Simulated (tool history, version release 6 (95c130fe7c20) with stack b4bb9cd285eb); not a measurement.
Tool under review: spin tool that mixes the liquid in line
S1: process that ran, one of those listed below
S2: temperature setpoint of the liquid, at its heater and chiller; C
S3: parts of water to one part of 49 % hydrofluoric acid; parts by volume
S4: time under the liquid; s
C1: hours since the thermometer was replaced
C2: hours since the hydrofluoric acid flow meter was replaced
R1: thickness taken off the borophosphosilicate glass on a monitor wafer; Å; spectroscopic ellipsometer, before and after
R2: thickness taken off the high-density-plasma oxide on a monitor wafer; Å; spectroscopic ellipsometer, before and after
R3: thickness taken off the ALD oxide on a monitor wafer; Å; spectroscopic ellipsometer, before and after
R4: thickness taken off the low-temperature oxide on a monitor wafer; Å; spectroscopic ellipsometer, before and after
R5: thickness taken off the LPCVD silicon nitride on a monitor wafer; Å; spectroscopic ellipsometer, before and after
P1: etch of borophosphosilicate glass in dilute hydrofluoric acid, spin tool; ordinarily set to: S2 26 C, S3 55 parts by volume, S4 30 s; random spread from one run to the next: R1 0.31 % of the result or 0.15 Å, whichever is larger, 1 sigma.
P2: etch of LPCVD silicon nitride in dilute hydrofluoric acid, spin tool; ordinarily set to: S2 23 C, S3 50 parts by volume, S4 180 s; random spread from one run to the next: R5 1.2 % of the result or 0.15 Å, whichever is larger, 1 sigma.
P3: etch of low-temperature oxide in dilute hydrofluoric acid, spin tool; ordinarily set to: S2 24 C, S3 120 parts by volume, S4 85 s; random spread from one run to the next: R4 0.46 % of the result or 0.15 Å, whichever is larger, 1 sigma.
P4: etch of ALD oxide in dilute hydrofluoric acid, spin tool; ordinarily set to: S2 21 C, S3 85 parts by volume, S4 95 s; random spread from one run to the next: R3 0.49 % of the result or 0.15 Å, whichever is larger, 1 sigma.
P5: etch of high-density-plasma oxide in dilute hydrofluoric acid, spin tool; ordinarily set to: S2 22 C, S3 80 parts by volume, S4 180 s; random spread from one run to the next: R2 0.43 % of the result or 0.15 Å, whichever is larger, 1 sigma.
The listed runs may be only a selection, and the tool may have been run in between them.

Run 1, hour 2.9: S1 P1, S2 26 C, S3 55 parts by volume, S4 30 s; C1 687.4; C2 227. Result: R1 307.32 Å.
Run 2, hour 5.4: S1 P5, S2 22 C, S3 80 parts by volume, S4 295 s; C1 689.9; C2 229.5. Result: R2 176.04 Å.
Run 3, hour 8.4: S1 P4, S2 21 C, S3 85 parts by volume, S4 95 s; C1 692.9; C2 232.5. Result: R3 99.347 Å.
Run 4, hour 11.4: S1 P5, S2 22 C, S3 80 parts by volume, S4 180 s; C1 695.9; C2 235.5. Result: R2 107.35 Å.
Run 5, hour 15.1: S1 P1, S2 26 C, S3 20 parts by volume, S4 30 s; C1 699.6; C2 239.2. Result: R1 882.93 Å.
Run 6, hour 17.7: S1 P1, S2 26 C, S3 85 parts by volume, S4 45 s; C1 702.2; C2 241.8. Result: R1 285.75 Å.
Run 7, hour 21.4: S1 P3, S2 24 C, S3 120 parts by volume, S4 165 s; C1 705.9; C2 245.5. Result: R4 283.21 Å.
Run 8, hour 23.9: S1 P3, S2 18.5 C, S3 120 parts by volume, S4 85 s; C1 708.4; C2 248. Result: R4 118.18 Å.
Run 9, hour 26.9: S1 P1, S2 26 C, S3 55 parts by volume, S4 30 s; C1 711.4; C2 251. Result: R1 307.37 Å.
Run 10, hour 31.1: S1 P1, S2 26 C, S3 55 parts by volume, S4 30 s; C1 715.6; C2 255.2. Result: R1 307.27 Å.
Run 11, hour 34.2: S1 P5, S2 28 C, S3 80 parts by volume, S4 180 s; C1 718.7; C2 258.3. Result: R2 135.19 Å.
Run 12, hour 38.4: S1 P4, S2 21 C, S3 135 parts by volume, S4 95 s; C1 722.9; C2 262.5. Result: R3 58.504 Å.
Run 13, hour 41.3: S1 P5, S2 22 C, S3 80 parts by volume, S4 180 s; C1 725.8; C2 265.4. Result: R2 106.46 Å.
Run 14, hour 43.8: S1 P2, S2 23 C, S3 20 parts by volume, S4 180 s; C1 728.3; C2 267.9. Result: R5 43.11 Å.
Run 15, hour 45.8: S1 P1, S2 26 C, S3 55 parts by volume, S4 30 s; C1 730.3; C2 269.9. Result: R1 306.13 Å.
Run 16, hour 49.7: S1 P2, S2 29.5 C, S3 50 parts by volume, S4 180 s; C1 734.2; C2 273.8. Result: R5 27.301 Å.
Run 17, hour 53.1: S1 P4, S2 21 C, S3 85 parts by volume, S4 50 s; C1 737.6; C2 277.2. Result: R3 51.872 Å.
Run 18, hour 55.1: S1 P4, S2 17 C, S3 85 parts by volume, S4 95 s; C1 739.6; C2 279.2. Result: R3 83.956 Å.
Run 19, hour 57.4: S1 P1, S2 26 C, S3 55 parts by volume, S4 15 s; C1 741.9; C2 281.5. Result: R1 153.19 Å.
Run 20, hour 59.4: S1 P3, S2 24 C, S3 120 parts by volume, S4 85 s; C1 743.9; C2 283.5. Result: R4 146.56 Å.
Run 21, hour 61.7: S1 P1, S2 26 C, S3 90 parts by volume, S4 30 s; C1 746.2; C2 285.8. Result: R1 178.68 Å.
Run 22, hour 65: S1 P2, S2 23 C, S3 50 parts by volume, S4 180 s; C1 749.5; C2 289.1. Result: R5 17.528 Å.
Run 23, hour 68.9: S1 P5, S2 22 C, S3 50 parts by volume, S4 180 s; C1 753.4; C2 293. Result: R2 175.66 Å.
Run 24, hour 71.3: S1 P2, S2 23 C, S3 50 parts by volume, S4 180 s; C1 755.8; C2 295.4. Result: R5 17.435 Å.
Run 25, hour 74: S1 P3, S2 24 C, S3 210 parts by volume, S4 85 s; C1 758.5; C2 298.1. Result: R4 75.905 Å.
Run 26, hour 77.2: S1 P1, S2 32.5 C, S3 90 parts by volume, S4 30 s; C1 761.7; C2 301.3. Result: R1 229.44 Å.
Run 27, hour 79.5: S1 P1, S2 26 C, S3 55 parts by volume, S4 30 s; C1 764; C2 303.6. Result: R1 307.4 Å.
Run 28, hour 82.3: S1 P1, S2 20 C, S3 55 parts by volume, S4 30 s; C1 766.8; C2 306.4. Result: R1 238.88 Å.
Run 29, hour 86.1: S1 P1, S2 26 C, S3 55 parts by volume, S4 55 s; C1 770.6; C2 310.2. Result: R1 558.35 Å.
Run 30, hour 89: S1 P1, S2 26 C, S3 55 parts by volume, S4 30 s; C1 773.5; C2 313.1. Result: R1 307.22 Å.
Run 31, hour 92.3: S1 P1, S2 33 C, S3 55 parts by volume, S4 30 s; C1 776.8; C2 316.4. Result: R1 400.76 Å.
Run 32, hour 94.5: S1 P2, S2 23 C, S3 50 parts by volume, S4 60 s; C1 779; C2 318.6. Result: R5 5.923 Å.
Run 33, hour 97: S1 P1, S2 26 C, S3 55 parts by volume, S4 30 s; C1 781.5; C2 321.1. Result: R1 305.52 Å.
Run 34, hour 99.5: S1 P1, S2 26 C, S3 55 parts by volume, S4 30 s; C1 784; C2 323.6. Result: R1 314.52 Å.
Run 35, hour 102.6: S1 P1, S2 26 C, S3 55 parts by volume, S4 30 s; C1 787.1; C2 326.7. Result: R1 318.33 Å.
Run 36, hour 107: S1 P1, S2 26 C, S3 55 parts by volume, S4 30 s; C1 791.5; C2 331.1. Result: R1 324.61 Å.
Run 37, hour 111.3: S1 P1, S2 26 C, S3 55 parts by volume, S4 30 s; C1 795.8; C2 335.4. Result: R1 328.12 Å.
Run 38, hour 115.3: S1 P1, S2 26 C, S3 55 parts by volume, S4 30 s; C1 799.8; C2 339.4. Result: R1 329.2 Å.
Run 39, hour 119.6: S1 P1, S2 26 C, S3 55 parts by volume, S4 30 s; C1 804.1; C2 343.7. Result: R1 331.83 Å.
Run 40, hour 123.5: S1 P1, S2 26 C, S3 55 parts by volume, S4 30 s; C1 808; C2 347.6. Result: R1 330.14 Å.

The log shows P1 creeping away from where it was. Any of the 2 causes listed here, at the size stated for it, fits the log just as well as the others:
A: hydrofluoric acid flow above the setpoint (%) = 7.31
B: liquid hotter than its thermometer reads (K) = 1.9
The onset of the drift is placed at about hour 97.

Consider the 4 check runs below, whose results appear as question marks and each of which averages 3 wafers. Which one distinguishes the causes, in that each cause would give it a clearly different result?
Run check 1, hour 127.4: S1 P5, S2 22 C, S3 80 parts by volume, S4 180 s. Result: R2 ?.
Run check 2, hour 127.4: S1 P4, S2 21 C, S3 85 parts by volume, S4 95 s. Result: R3 ?.
Run check 3, hour 127.4: S1 P3, S2 24 C, S3 120 parts by volume, S4 85 s. Result: R4 ?.
Run check 4, hour 127.4: S1 P2, S2 23 C, S3 50 parts by volume, S4 180 s. Result: R5 ?.

If the cause were each of the candidates in turn, the checks would give the following:
  check  result    if A    if B
check 1      R2  115.65  115.64
check 2      R3  106.41  106.42
check 3      R4   158.8  157.73
check 4      R5  18.921  20.075
Separation of the two closest causes in each check, using whichever result separates them best: check 1 0.01 %; check 2 0.01 %; check 3 0.68 %; check 4 5.92 %
Check 4 distinguishes between the causes, while the remaining checks would return nearly the same result for all of them.

Here is what check 4 returned: R5 19.059 Å. Which cause is it?

The cause is A: hydrofluoric acid flow above the setpoint (%).
